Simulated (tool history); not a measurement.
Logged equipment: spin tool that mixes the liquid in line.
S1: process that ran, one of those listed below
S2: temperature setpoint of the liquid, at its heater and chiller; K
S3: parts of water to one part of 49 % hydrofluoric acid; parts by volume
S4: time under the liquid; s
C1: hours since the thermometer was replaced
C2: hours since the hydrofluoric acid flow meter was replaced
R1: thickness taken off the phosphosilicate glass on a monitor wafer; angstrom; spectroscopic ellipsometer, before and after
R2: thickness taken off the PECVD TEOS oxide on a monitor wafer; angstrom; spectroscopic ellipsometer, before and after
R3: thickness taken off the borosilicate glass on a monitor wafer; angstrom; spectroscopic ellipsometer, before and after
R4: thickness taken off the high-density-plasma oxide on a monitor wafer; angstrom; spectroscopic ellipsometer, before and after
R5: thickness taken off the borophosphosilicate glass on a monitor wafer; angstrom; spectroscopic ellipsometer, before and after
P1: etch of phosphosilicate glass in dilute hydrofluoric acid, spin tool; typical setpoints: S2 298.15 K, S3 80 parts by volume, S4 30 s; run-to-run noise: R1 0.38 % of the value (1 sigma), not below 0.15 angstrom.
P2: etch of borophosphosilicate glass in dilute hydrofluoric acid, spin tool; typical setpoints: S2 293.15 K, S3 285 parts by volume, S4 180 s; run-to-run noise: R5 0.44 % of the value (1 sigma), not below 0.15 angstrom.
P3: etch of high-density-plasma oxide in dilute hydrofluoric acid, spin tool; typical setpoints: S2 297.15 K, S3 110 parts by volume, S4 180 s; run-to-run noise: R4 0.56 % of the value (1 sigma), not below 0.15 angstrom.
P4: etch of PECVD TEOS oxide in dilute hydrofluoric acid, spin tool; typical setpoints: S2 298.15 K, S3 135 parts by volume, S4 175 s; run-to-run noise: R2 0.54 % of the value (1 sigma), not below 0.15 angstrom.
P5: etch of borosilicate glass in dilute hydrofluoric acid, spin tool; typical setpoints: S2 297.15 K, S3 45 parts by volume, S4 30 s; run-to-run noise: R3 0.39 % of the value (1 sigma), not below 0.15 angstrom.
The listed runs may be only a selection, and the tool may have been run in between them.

run 1 hour=4 | S1=P1 S2=298.15 S3=80 S4=30 | C1=1022.6 C2=646.1 | R1=373.02
run 2 hour=7.4 | S1=P4 S2=290.65 S3=135 S4=175 | C1=1026 C2=649.5 | R2=83.19
run 3 hour=10.5 | S1=P1 S2=298.15 S3=25 S4=30 | C1=1029.1 C2=652.6 | R1=1283.9
run 4 hour=12.9 | S1=P1 S2=298.15 S3=80 S4=15 | C1=1031.5 C2=655 | R1=186.84
run 5 hour=17.1 | S1=P1 S2=298.15 S3=80 S4=30 | C1=1035.7 C2=659.2 | R1=374.04
run 6 hour=20.4 | S1=P1 S2=298.15 S3=140 S4=50 | C1=1039 C2=662.5 | R1=330.94
run 7 hour=23.9 | S1=P4 S2=298.15 S3=135 S4=175 | C1=1042.5 C2=666 | R2=111.48
run 8 hour=26 | S1=P4 S2=298.15 S3=135 S4=310 | C1=1044.6 C2=668.1 | R2=198.17
run 9 hour=29.1 | S1=P5 S2=297.15 S3=60 S4=30 | C1=1047.7 C2=671.2 | R3=150.56
run 10 hour=31.7 | S1=P5 S2=297.15 S3=45 S4=15 | C1=1050.3 C2=673.8 | R3=102.58
run 11 hour=34.1 | S1=P3 S2=290.65 S3=110 S4=180 | C1=1052.7 C2=676.2 | R4=60.308
run 12 hour=36.3 | S1=P1 S2=302.65 S3=80 S4=30 | C1=1054.9 C2=678.4 | R1=447.23
run 13 hour=38.2 | S1=P1 S2=298.15 S3=80 S4=30 | C1=1056.8 C2=680.3 | R1=375.05
run 14 hour=41 | S1=P1 S2=298.15 S3=80 S4=60 | C1=1059.6 C2=683.1 | R1=746.53
run 15 hour=44.7 | S1=P2 S2=293.15 S3=285 S4=355 | C1=1063.3 C2=686.8 | R5=321.73
run 16 hour=47 | S1=P4 S2=298.15 S3=135 S4=175 | C1=1065.6 C2=689.1 | R2=111.68
run 17 hour=50.3 | S1=P1 S2=298.15 S3=115 S4=30 | C1=1068.9 C2=692.4 | R1=249.66
run 18 hour=53.3 | S1=P3 S2=297.15 S3=175 S4=180 | C1=1071.9 C2=695.4 | R4=46.278
run 19 hour=55.2 | S1=P1 S2=298.15 S3=80 S4=30 | C1=1073.8 C2=697.3 | R1=374.75
run 20 hour=57 | S1=P3 S2=297.15 S3=110 S4=180 | C1=1075.6 C2=699.1 | R4=78.478
run 21 hour=58.8 | S1=P2 S2=293.15 S3=285 S4=180 | C1=1077.4 C2=700.9 | R5=163.12
run 22 hour=62.2 | S1=P1 S2=293.65 S3=80 S4=30 | C1=1080.8 C2=704.3 | R1=314.13
run 23 hour=65.9 | S1=P1 S2=304.65 S3=135 S4=30 | C1=1084.5 C2=708 | R1=265.66
run 24 hour=69.3 | S1=P3 S2=297.15 S3=110 S4=20 | C1=1087.9 C2=711.4 | R4=9.07
run 25 hour=72.1 | S1=P1 S2=298.15 S3=80 S4=30 | C1=1090.7 C2=714.2 | R1=374.78
run 26 hour=74.1 | S1=P2 S2=293.15 S3=285 S4=180 | C1=1092.7 C2=716.2 | R5=163.16
run 27 hour=76.5 | S1=P3 S2=297.15 S3=110 S4=180 | C1=1095.1 C2=718.6 | R4=79.447
run 28 hour=80.2 | S1=P4 S2=298.15 S3=210 S4=175 | C1=1098.8 C2=722.3 | R2=64.763
run 29 hour=83.6 | S1=P5 S2=297.15 S3=45 S4=30 | C1=1102.2 C2=725.7 | R3=204.28
run 30 hour=87.4 | S1=P2 S2=293.15 S3=450 S4=180 | C1=1106 C2=729.5 | R5=90.036
run 31 hour=89.7 | S1=P1 S2=298.15 S3=80 S4=30 | C1=1108.3 C2=731.8 | R1=376.58
run 32 hour=92.2 | S1=P2 S2=299.15 S3=285 S4=180 | C1=1110.8 C2=734.3 | R5=202.8
run 33 hour=94.8 | S1=P5 S2=302.65 S3=45 S4=30 | C1=1113.4 C2=736.9 | R3=255.72
run 34 hour=97.4 | S1=P1 S2=298.15 S3=80 S4=30 | C1=1116 C2=739.5 | R1=374.88
run 35 hour=101.2 | S1=P1 S2=298.15 S3=80 S4=30 | C1=1119.8 C2=743.3 | R1=386.7
run 36 hour=104.8 | S1=P1 S2=298.15 S3=80 S4=30 | C1=1123.4 C2=746.9 | R1=395.99
run 37 hour=107.8 | S1=P1 S2=298.15 S3=80 S4=30 | C1=1126.4 C2=749.9 | R1=401.95
run 38 hour=109.6 | S1=P1 S2=298.15 S3=80 S4=30 | C1=1128.2 C2=751.7 | R1=398.95
run 39 hour=111.8 | S1=P1 S2=298.15 S3=80 S4=30 | C1=1130.4 C2=753.9 | R1=399.55
run 40 hour=114 | S1=P1 S2=298.15 S3=80 S4=30 | C1=1132.6 C2=756.1 | R1=399.58
run 41 hour=117.4 | S1=P1 S2=298.15 S3=80 S4=30 | C1=1136 C2=759.5 | R1=398.28

The output of P1 has drifted from where it used to be. Each of the 2 causes below, taken at the size shown beside it, accounts for the log equally well:
A: liquid hotter than its thermometer reads (K) = 1.78
B: hydrofluoric acid flow above the setpoint (%) = 6.57
The process output started creeping at around hour 97.4.

The list below offers 4 check runs, each averaging the results of 2 wafers, and shows each result as a question mark. For which of them would the listed causes give clearly different results?
run check 1 hour=120.8 | S1=P4 S2=291.15 S3=135 S4=245 | R2=?
run check 2 hour=120.8 | S1=P2 S2=296.15 S3=450 S4=180 | R5=?
run check 3 hour=120.8 | S1=P3 S2=291.65 S3=160 S4=180 | R4=?
run check 4 hour=120.8 | S1=P5 S2=302.15 S3=45 S4=30 | R3=?

How each check would come out, cause by cause:
check=check_1 result=R2 if_A=126.8 if_B=126.78
check=check_2 result=R5 if_A=105.23 if_B=108.46
check=check_3 result=R4 if_A=44.226 if_B=44.342
check=check_4 result=R3 if_A=268.22 if_B=267.54
How far apart the two closest causes lie, in the result that separates them most: check 1 0.02 %; check 2 3.03 %; check 3 0.26 %; check 4 0.25 %
The other checks would show nearly matching results whichever cause is true, so check 2 is the only one that separates the causes.

Running check 2 produced the following: R5 104.72 angstrom. Which one of the listed causes fits?

It is A: liquid hotter than its thermometer reads (K).

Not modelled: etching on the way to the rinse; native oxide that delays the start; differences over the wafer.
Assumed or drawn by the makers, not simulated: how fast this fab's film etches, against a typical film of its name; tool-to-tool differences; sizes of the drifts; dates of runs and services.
